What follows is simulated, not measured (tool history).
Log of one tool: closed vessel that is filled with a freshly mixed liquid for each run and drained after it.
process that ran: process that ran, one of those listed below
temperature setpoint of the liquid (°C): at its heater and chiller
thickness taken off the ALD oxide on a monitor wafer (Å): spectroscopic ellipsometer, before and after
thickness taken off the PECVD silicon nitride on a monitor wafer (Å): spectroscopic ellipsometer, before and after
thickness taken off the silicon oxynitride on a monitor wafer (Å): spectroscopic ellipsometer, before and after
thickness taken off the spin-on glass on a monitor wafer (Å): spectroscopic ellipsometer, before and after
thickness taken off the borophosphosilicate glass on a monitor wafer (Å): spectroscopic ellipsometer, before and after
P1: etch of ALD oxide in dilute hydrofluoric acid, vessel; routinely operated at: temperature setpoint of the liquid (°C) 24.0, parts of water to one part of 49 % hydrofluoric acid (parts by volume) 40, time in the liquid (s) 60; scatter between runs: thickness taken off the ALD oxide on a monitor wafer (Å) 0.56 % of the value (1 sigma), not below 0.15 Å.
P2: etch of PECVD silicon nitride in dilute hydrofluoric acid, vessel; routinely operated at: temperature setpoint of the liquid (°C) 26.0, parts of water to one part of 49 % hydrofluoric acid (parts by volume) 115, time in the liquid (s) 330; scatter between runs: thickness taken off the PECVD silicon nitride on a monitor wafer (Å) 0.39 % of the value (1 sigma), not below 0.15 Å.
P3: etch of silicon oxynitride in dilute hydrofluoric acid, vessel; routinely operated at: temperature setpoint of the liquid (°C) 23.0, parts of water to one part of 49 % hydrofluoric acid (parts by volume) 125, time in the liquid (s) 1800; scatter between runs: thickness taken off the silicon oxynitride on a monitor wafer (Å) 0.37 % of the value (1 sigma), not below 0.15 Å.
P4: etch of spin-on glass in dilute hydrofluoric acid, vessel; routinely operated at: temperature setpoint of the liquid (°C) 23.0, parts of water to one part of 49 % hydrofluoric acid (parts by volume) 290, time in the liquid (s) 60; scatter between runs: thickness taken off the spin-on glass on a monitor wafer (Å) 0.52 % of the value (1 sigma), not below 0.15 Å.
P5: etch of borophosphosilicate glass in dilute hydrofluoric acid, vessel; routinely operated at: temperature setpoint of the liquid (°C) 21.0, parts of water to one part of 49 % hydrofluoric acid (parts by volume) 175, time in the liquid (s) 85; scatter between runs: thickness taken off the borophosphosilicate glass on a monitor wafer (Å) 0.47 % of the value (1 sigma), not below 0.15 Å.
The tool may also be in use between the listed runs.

run    day  process that ran  temperature setpoint of the liquid (°C)  parts of water to one part of 49 % hydrofluoric acid (parts by volume)  time in the liquid (s)  hours since the thermometer was replaced  hours since the hydrofluoric acid flow meter was replaced  thickness taken off the ALD oxide on a monitor wafer (Å)  thickness taken off the PECVD silicon nitride on a monitor wafer (Å)  thickness taken off the silicon oxynitride on a monitor wafer (Å)  thickness taken off the spin-on glass on a monitor wafer (Å)  thickness taken off the borophosphosilicate glass on a monitor wafer (Å)
  1  0.171                P1                                     24.0                                                                      40                      60                                    1403.7                                                      613.9                                                    221.52
  2  0.329                P1                                     24.0                                                                      40                      60                                    1407.5                                                      617.7                                                    220.60
  3  0.429                P1                                     24.0                                                                      40                      60                                    1409.9                                                      620.1                                                    220.17
  4  0.562                P2                                     26.0                                                                     115                     330                                    1413.1                                                      623.3                                                                                                                         126.180
  5  0.733                P3                                     29.0                                                                     125                    1800                                    1417.2                                                      627.4                                                                                                                                                                                             257.22
  6  0.938                P1                                     24.0                                                                      65                      60                                    1422.1                                                      632.3                                                    130.49
  7  1.067                P4                                     23.0                                                                      50                      60                                    1425.2                                                      635.4                                                                                                                                                                                                                                                          485.260
  8  1.200                P1                                     24.0                                                                      20                      95                                    1428.4                                                      638.6                                                    714.55
  9  1.312                P1                                     24.0                                                                      40                      90                                    1431.1                                                      641.3                                                    332.82
 10  1.421                P1                                     24.0                                                                      40                      60                                    1433.7                                                      643.9                                                    221.10
 11  1.538                P4                                     23.0                                                                     290                     115                                    1436.5                                                      646.7                                                                                                                                                                                                                                                          122.770
 12  1.721                P1                                     24.0                                                                      40                      60                                    1440.9                                                      651.1                                                    222.08
 13  1.842                P1                                     20.0                                                                      40                      60                                    1443.8                                                      654.0                                                    186.24
 14  1.992                P1                                     24.0                                                                      25                      60                                    1447.4                                                      657.6                                                    357.31
 15  2.175                P1                                     30.5                                                                      40                      60                                    1451.8                                                      662.0                                                    285.83
 16  2.358                P2                                     21.5                                                                     115                     330                                    1456.2                                                      666.4                                                                                                                          94.159
 17  2.525                P4                                     23.0                                                                     290                      60                                    1460.2                                                      670.4                                                                                                                                                                                                                                                           63.995
 18  2.708                P4                                     23.0                                                                     290                      60                                    1464.6                                                      674.8                                                                                                                                                                                                                                                           64.186
 19  2.908                P5                                     21.0                                                                     175                     155                                    1469.4                                                      679.6                                                                                                                                                                                                                                                                                                                                     454.97
 20  3.029                P3                                     23.0                                                                     125                    3245                                    1472.3                                                      682.5                                                                                                                                                                                             353.57
 21  3.175                P1                                     24.0                                                                      40                      30                                    1475.8                                                      686.0                                                    109.82
 22  3.296                P2                                     26.0                                                                     115                      30                                    1478.7                                                      688.9                                                                                                                          11.430
 23  3.458                P3                                     23.0                                                                     125                    1800                                    1482.6                                                      692.8                                                                                                                                                                                             195.76
 24  3.646                P5                                     21.0                                                                     175                      85                                    1487.1                                                      697.3                                                                                                                                                                                                                                                                                                                                     249.39
 25  3.750                P5                                     17.0                                                                     175                      85                                    1489.6                                                      699.8                                                                                                                                                                                                                                                                                                                                     213.74
 26  3.938                P2                                     26.0                                                                     195                     330                                    1494.1                                                      704.3                                                                                                                          74.552
 27  4.054                P4                                     30.5                                                                     290                      60                                    1496.9                                                      707.1                                                                                                                                                                                                                                                           83.079
 28  4.229                P3                                     23.0                                                                      55                    1800                                    1501.1                                                      711.3                                                                                                                                                                                             470.49
 29  4.342                P5                                     21.0                                                                      50                      85                                    1503.8                                                      714.0                                                                                                                                                                                                                                                                                                                                     998.96
 30  4.492                P3                                     23.0                                                                     125                    1800                                    1507.4                                                      717.6                                                                                                                                                                                             195.64
 31  4.696                P5                                     21.0                                                                     175                      85                                    1512.3                                                      722.5                                                                                                                                                                                                                                                                                                                                     248.28
 32  4.800                P1                                     24.0                                                                      40                      60                                    1514.8                                                      725.0                                                    221.90
 33  4.979                P1                                     24.0                                                                      40                      60                                    1519.1                                                      729.3                                                    232.28
 34  5.171                P1                                     24.0                                                                      40                      60                                    1523.7                                                      733.9                                                    233.09
 35  5.312                P1                                     24.0                                                                      40                      60                                    1527.1                                                      737.3                                                    237.43
 36  5.433                P1                                     24.0                                                                      40                      60                                    1530.0                                                      740.2                                                    237.32
 37  5.546                P1                                     24.0                                                                      40                      60                                    1532.7                                                      742.9                                                    238.51
 38  5.717                P1                                     24.0                                                                      40                      60                                    1536.8                                                      747.0                                                    240.44
 39  5.871                P1                                     24.0                                                                      40                      60                                    1540.5                                                      750.7                                                    238.68

P1 has crept away from where it was. The log is fitted equally well by each of these 2 causes, at the sizes shown:
A: liquid hotter than its thermometer reads (K) = 1.95
B: hydrofluoric acid flow above the setpoint (%) = 7.92
The drift started at roughly day 4.800.

Of the 4 check runs listed below, each run on one wafer and each result written as a question mark, which would let you distinguish the listed causes because they would give clearly different results?
check 1  6.025                P3                                     26.5                                                                     125                    3220                                                                                                                                                                                                                                                                                                       ?
check 2  6.025                P4                                     27.0                                                                      65                      60                                                                                                                                                                                                                                                                                                                                                                     ?
check 3  6.025                P2                                     22.5                                                                     115                     160                                                                                                                                                                                                                                    ?
check 4  6.025                P5                                     21.0                                                                     105                     140                                                                                                                                                                                                                                                                                                                                                                                                                                               ?

Check results expected under each cause:
  check                                                                    result     if A     if B
check 1         thickness taken off the silicon oxynitride on a monitor wafer (Å)   448.46   446.87
check 2              thickness taken off the spin-on glass on a monitor wafer (Å)  464.810  467.680
check 3      thickness taken off the PECVD silicon nitride on a monitor wafer (Å)   55.226   52.360
check 4  thickness taken off the borophosphosilicate glass on a monitor wafer (Å)   798.16   803.49
Smallest distance between any two causes, each pair judged by its most separating result, in per cent: check 1 0.36 %; check 2 0.62 %; check 3 5.33 %; check 4 0.67 %
The causes can be told apart only by check 3. The other checks would give nearly the same results under each of them.

The results of check 3 are: thickness taken off the PECVD silicon nitride on a monitor wafer (Å) 54.613. Based on these, which of the listed causes is it?

A is the cause: liquid hotter than its thermometer reads (K).
